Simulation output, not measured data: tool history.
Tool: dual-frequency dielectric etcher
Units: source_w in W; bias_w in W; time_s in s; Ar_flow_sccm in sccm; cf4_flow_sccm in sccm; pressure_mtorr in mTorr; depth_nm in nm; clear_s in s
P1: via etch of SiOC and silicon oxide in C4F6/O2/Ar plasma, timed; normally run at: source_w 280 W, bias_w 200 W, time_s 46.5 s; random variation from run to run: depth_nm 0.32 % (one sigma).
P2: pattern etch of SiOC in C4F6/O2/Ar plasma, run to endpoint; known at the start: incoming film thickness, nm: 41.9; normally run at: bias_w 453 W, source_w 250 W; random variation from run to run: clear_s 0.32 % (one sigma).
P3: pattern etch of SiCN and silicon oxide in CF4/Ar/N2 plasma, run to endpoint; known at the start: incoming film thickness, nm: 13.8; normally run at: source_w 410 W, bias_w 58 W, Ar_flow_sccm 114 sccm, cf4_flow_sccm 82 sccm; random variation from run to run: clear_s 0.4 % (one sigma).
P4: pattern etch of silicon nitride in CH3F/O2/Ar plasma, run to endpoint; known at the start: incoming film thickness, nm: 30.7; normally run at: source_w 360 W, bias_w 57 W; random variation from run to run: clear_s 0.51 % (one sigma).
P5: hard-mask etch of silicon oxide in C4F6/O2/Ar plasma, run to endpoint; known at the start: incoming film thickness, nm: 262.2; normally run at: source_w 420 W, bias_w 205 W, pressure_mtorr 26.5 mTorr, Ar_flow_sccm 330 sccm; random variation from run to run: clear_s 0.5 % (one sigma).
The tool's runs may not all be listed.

| run | hour | process | source_w | bias_w | time_s | Ar_flow_sccm | cf4_flow_sccm | pressure_mtorr | depth_nm | clear_s |
|---|---|---|---|---|---|---|---|---|---|---|
| 1 | 4.4 | P1 | 280 | 200 | 46.5 |  |  |  | 47.057 |  |
| 2 | 9.6 | P1 | 280 | 200 | 46.5 |  |  |  | 47.098 |  |
| 3 | 17.1 | P1 | 280 | 200 | 46.5 |  |  |  | 47.147 |  |
| 4 | 23.3 | P1 | 280 | 200 | 46.5 |  |  |  | 47.113 |  |
| 5 | 30.9 | P1 | 280 | 200 | 35 |  |  |  | 35.35 |  |
| 6 | 35.7 | P3 | 410 | 58 |  | 151 | 82 |  |  | 19.367 |
| 7 | 40.6 | P5 | 420 | 205 |  | 330 |  | 26.5 |  | 79.029 |
| 8 | 46.7 | P3 | 410 | 58 |  | 114 | 82 |  |  | 18.466 |
| 9 | 53.6 | P1 | 350 | 200 | 46.5 |  |  |  | 51.189 |  |
| 10 | 58.9 | P1 | 280 | 200 | 46.5 |  |  |  | 47.075 |  |
|  | 62 | bias power generator calibrated |
| 11 | 66.6 | P2 | 250 | 453 |  |  |  |  |  | 17.1 |
| 12 | 70.7 | P2 | 250 | 453 |  |  |  |  |  | 17.088 |
| 13 | 78.3 | P4 | 360 | 57 |  |  |  |  |  | 48.352 |
| 14 | 85.7 | P5 | 420 | 205 |  | 330 |  | 35.5 |  | 81.274 |
|  | 86.9 | wet clean of the chamber |
| 15 | 91.9 | P1 | 280 | 200 | 64 |  |  |  | 64.543 |  |
| 16 | 97 | P5 | 420 | 284 |  | 330 |  | 26.5 |  | 70.119 |
| 17 | 102.1 | P1 | 280 | 117 | 46.5 |  |  |  | 39.939 |  |
| 18 | 108.4 | P4 | 360 | 57 |  |  |  |  |  | 48.608 |
| 19 | 115.9 | P5 | 420 | 205 |  | 436 |  | 26.5 |  | 81.582 |
| 20 | 123.2 | P4 | 220 | 57 |  |  |  |  |  | 58.369 |
| 21 | 126.6 | P1 | 280 | 245 | 46.5 |  |  |  | 50.618 |  |
| 22 | 132.9 | P5 | 520 | 205 |  | 330 |  | 26.5 |  | 72.185 |
| 23 | 140.4 | P1 | 280 | 200 | 46.5 |  |  |  | 46.726 |  |
| 24 | 146.8 | P1 | 190 | 200 | 46.5 |  |  |  | 40.432 |  |
| 25 | 151.5 | P2 | 190 | 453 |  |  |  |  |  | 18.944 |
| 26 | 158.6 | P3 | 410 | 36 |  | 114 | 82 |  |  | 21.365 |
| 27 | 164.2 | P1 | 280 | 147 | 62.5 |  |  |  | 57.457 |  |
| 28 | 169.1 | P1 | 280 | 263 | 62.5 |  |  |  | 69.242 |  |
| 29 | 173.8 | P4 | 360 | 71 |  |  |  |  |  | 45.317 |
| 30 | 177.8 | P3 | 410 | 58 |  | 114 | 82 |  |  | 18.436 |
| 31 | 183.2 | P3 | 250 | 58 |  | 114 | 82 |  |  | 28.524 |
| 32 | 189.1 | P2 | 250 | 585 |  |  |  |  |  | 15.484 |
| 33 | 193.8 | P3 | 410 | 58 |  | 114 | 111 |  |  | 17.648 |
| 34 | 201.5 | P1 | 280 | 200 | 46.5 |  |  |  | 47.129 |  |
| 35 | 206 | P1 | 280 | 200 | 46.5 |  |  |  | 46.933 |  |
| 36 | 212.7 | P1 | 280 | 200 | 46.5 |  |  |  | 46.702 |  |
| 37 | 218.6 | P1 | 280 | 200 | 46.5 |  |  |  | 46.395 |  |
| 38 | 223.9 | P1 | 280 | 200 | 46.5 |  |  |  | 46.359 |  |
| 39 | 228.7 | P1 | 280 | 200 | 46.5 |  |  |  | 46.503 |  |
| 40 | 234.7 | P1 | 280 | 200 | 46.5 |  |  |  | 46.302 |  |
|  | 238.9 | wet clean of the chamber |
| 41 | 241.1 | P1 | 280 | 200 | 46.5 |  |  |  | 46.225 |  |
| 42 | 247.1 | P1 | 280 | 200 | 46.5 |  |  |  | 46.356 |  |
| 43 | 251.1 | P1 | 280 | 200 | 46.5 |  |  |  | 46.32 |  |
| 44 | 256.6 | P1 | 280 | 200 | 46.5 |  |  |  | 46.419 |  |

What P1 gives has crept away from where it was. These 2 causes fit the log equally well, each at the size given:
A: bias power that arrives under what is set, % = 4.7
B: source power that arrives under what is set, % = 4.14
The creep began at about hour 201.5.
Why every other cause is out:
chamber walls in a state that lowers the etch rate, %: serviced at hour 238.9, which brought nothing back

4 check runs are offered, each on 2 wafers whose results are averaged, their results left as question marks. Which one tells the causes apart?
| check 1 | 262.1 | P5 | 420 | 274 |  | 411 |  | 26.5 |  | ? |
| check 2 | 262.1 | P4 | 220 | 69 |  |  |  |  |  | ? |
| check 3 | 262.1 | P3 | 410 | 38 |  | 133 | 82 |  |  | ? |
| check 4 | 262.1 | P2 | 250 | 580 |  |  |  |  |  | ? |

What each check would give under each cause:
| check | result | if A | if B |
|---|---|---|---|
| check 1 | clear_s | 74.466 | 74.442 |
| check 2 | clear_s | 55.897 | 55.833 |
| check 3 | clear_s | 21.938 | 22.465 |
| check 4 | clear_s | 15.856 | 15.804 |
How far apart the two closest causes lie, in the result that separates them most: check 1 0.03 %; check 2 0.12 %; check 3 2.37 %; check 4 0.33 %
Check 3 tells the causes apart: in the others they would give nearly the same result.

Then check 3 was run and gave: clear_s 21.97 s. Which cause is it?

It is A: bias power that arrives under what is set, %.
